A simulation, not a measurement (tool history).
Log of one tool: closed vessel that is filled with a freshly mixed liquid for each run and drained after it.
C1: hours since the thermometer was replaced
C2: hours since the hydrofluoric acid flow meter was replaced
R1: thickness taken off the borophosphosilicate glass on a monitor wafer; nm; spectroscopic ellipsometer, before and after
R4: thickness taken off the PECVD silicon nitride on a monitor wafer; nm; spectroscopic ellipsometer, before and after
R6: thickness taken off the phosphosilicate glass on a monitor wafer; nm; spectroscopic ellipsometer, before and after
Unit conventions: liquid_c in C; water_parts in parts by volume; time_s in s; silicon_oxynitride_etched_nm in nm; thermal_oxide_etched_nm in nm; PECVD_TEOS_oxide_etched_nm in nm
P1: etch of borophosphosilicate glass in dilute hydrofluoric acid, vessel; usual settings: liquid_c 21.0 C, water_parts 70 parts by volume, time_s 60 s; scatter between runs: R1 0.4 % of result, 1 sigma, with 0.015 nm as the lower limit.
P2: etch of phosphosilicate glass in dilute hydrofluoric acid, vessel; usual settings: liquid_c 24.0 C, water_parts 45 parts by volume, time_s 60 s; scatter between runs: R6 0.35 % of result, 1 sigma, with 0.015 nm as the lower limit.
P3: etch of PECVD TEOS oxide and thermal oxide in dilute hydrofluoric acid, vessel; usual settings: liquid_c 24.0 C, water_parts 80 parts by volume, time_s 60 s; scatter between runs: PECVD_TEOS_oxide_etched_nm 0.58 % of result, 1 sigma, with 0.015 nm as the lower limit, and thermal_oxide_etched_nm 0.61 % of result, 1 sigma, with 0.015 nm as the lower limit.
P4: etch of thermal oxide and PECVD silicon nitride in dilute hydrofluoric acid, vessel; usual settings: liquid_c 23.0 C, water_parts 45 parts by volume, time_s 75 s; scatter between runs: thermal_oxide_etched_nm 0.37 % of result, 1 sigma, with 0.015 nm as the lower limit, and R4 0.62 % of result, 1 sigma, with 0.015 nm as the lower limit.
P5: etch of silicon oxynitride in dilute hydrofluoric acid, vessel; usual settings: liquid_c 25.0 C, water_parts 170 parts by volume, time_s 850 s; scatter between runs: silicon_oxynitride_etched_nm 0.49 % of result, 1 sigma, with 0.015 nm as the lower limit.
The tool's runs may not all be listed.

run 1 day=0.546 | process=P1 liquid_c=21.0 water_parts=70 time_s=60 | C1=871.1 C2=140.9 | R1=58.333
run 2 day=1.029 | process=P5 liquid_c=25.0 water_parts=75 time_s=850 | C1=882.7 C2=152.5 | silicon_oxynitride_etched_nm=29.3260
run 3 day=1.388 | process=P1 liquid_c=21.0 water_parts=20 time_s=30 | C1=891.3 C2=161.1 | R1=108.430
run 4 day=1.812 | process=P4 liquid_c=23.0 water_parts=45 time_s=145 | C1=901.5 C2=171.3 | thermal_oxide_etched_nm=15.6650 R4=6.5507
run 5 day=2.192 | process=P3 liquid_c=24.0 water_parts=110 time_s=60 | C1=910.6 C2=180.4 | thermal_oxide_etched_nm=2.5691 PECVD_TEOS_oxide_etched_nm=13.638
run 6 day=2.475 | process=P1 liquid_c=17.0 water_parts=70 time_s=95 | C1=917.4 C2=187.2 | R1=77.204
run 7 day=2.979 | process=P1 liquid_c=17.0 water_parts=70 time_s=60 | C1=929.5 C2=199.3 | R1=49.096
run 8 day=3.408 | process=P1 liquid_c=25.5 water_parts=70 time_s=60 | C1=939.8 C2=209.6 | R1=70.008
run 9 day=3.842 | process=P4 liquid_c=23.0 water_parts=70 time_s=75 | C1=950.2 C2=220.0 | thermal_oxide_etched_nm=5.0582 R4=2.2058
run 10 day=4.325 | process=P2 liquid_c=24.0 water_parts=45 time_s=35 | C1=961.8 C2=231.6 | R6=172.59
run 11 day=4.929 | process=P3 liquid_c=24.0 water_parts=80 time_s=60 | C1=976.3 C2=246.1 | thermal_oxide_etched_nm=3.6525 PECVD_TEOS_oxide_etched_nm=19.299
run 12 day=5.321 | process=P1 liquid_c=21.0 water_parts=115 time_s=60 | C1=985.7 C2=255.5 | R1=33.408
run 13 day=5.708 | process=P1 liquid_c=21.0 water_parts=70 time_s=60 | C1=995.0 C2=264.8 | R1=58.019
run 14 day=6.038 | process=P3 liquid_c=24.0 water_parts=80 time_s=60 | C1=1002.9 C2=272.7 | thermal_oxide_etched_nm=3.6259 PECVD_TEOS_oxide_etched_nm=19.569
run 15 day=6.421 | process=P4 liquid_c=23.0 water_parts=45 time_s=75 | C1=1012.1 C2=281.9 | thermal_oxide_etched_nm=8.1469 R4=3.3547
run 16 day=6.725 | process=P5 liquid_c=25.0 water_parts=170 time_s=245 | C1=1019.4 C2=289.2 | silicon_oxynitride_etched_nm=3.4480
run 17 day=7.096 | process=P4 liquid_c=28.5 water_parts=45 time_s=75 | C1=1028.3 C2=298.1 | thermal_oxide_etched_nm=10.1470 R4=4.8187
run 18 day=7.588 | process=P2 liquid_c=30.5 water_parts=45 time_s=60 | C1=1040.1 C2=309.9 | R6=384.34
run 19 day=8.038 | process=P1 liquid_c=21.0 water_parts=70 time_s=95 | C1=1050.9 C2=320.7 | R1=91.975
run 20 day=8.367 | process=P4 liquid_c=23.0 water_parts=45 time_s=75 | C1=1058.8 C2=328.6 | thermal_oxide_etched_nm=8.1385 R4=3.3664
run 21 day=8.800 | process=P1 liquid_c=21.0 water_parts=70 time_s=60 | C1=1069.2 C2=339.0 | R1=58.020
run 22 day=9.117 | process=P1 liquid_c=21.0 water_parts=70 time_s=30 | C1=1076.8 C2=346.6 | R1=29.066
run 23 day=9.412 | process=P1 liquid_c=21.0 water_parts=70 time_s=60 | C1=1083.9 C2=353.7 | R1=58.218
run 24 day=9.954 | process=P1 liquid_c=21.0 water_parts=70 time_s=60 | C1=1096.9 C2=366.7 | R1=58.066
run 25 day=10.238 | process=P1 liquid_c=21.0 water_parts=30 time_s=60 | C1=1103.7 C2=373.5 | R1=142.860
run 26 day=10.838 | process=P3 liquid_c=24.0 water_parts=80 time_s=95 | C1=1118.1 C2=387.9 | thermal_oxide_etched_nm=5.7771 PECVD_TEOS_oxide_etched_nm=30.830
run 27 day=11.200 | process=P3 liquid_c=20.5 water_parts=80 time_s=60 | C1=1126.8 C2=396.6 | thermal_oxide_etched_nm=3.1563 PECVD_TEOS_oxide_etched_nm=16.925
run 28 day=11.721 | process=P1 liquid_c=21.0 water_parts=115 time_s=30 | C1=1139.3 C2=409.1 | R1=16.751
run 29 day=12.267 | process=P5 liquid_c=18.0 water_parts=170 time_s=850 | C1=1152.4 C2=422.2 | silicon_oxynitride_etched_nm=8.7317
run 30 day=12.725 | process=P5 liquid_c=25.0 water_parts=170 time_s=850 | C1=1163.4 C2=433.2 | silicon_oxynitride_etched_nm=12.0070
run 31 day=13.225 | process=P2 liquid_c=24.0 water_parts=25 time_s=60 | C1=1175.4 C2=445.2 | R6=549.69
run 32 day=13.542 | process=P2 liquid_c=24.0 water_parts=45 time_s=60 | C1=1183.0 C2=452.8 | R6=294.55
run 33 day=14.129 | process=P1 liquid_c=21.0 water_parts=70 time_s=60 | C1=1197.1 C2=466.9 | R1=57.548
run 34 day=14.417 | process=P1 liquid_c=21.0 water_parts=70 time_s=60 | C1=1204.0 C2=473.8 | R1=58.075
run 35 day=14.767 | process=P1 liquid_c=21.0 water_parts=70 time_s=60 | C1=1212.4 C2=482.2 | R1=60.639
run 36 day=15.221 | process=P1 liquid_c=21.0 water_parts=70 time_s=60 | C1=1223.3 C2=493.1 | R1=62.355

Run 37 has not been measured yet. What should we expect?
run 37 day=15.662 | process=P1 liquid_c=21.0 water_parts=70 time_s=60 | C1=1233.9 C2=503.7 | R1=?

R1: 63.654 nm
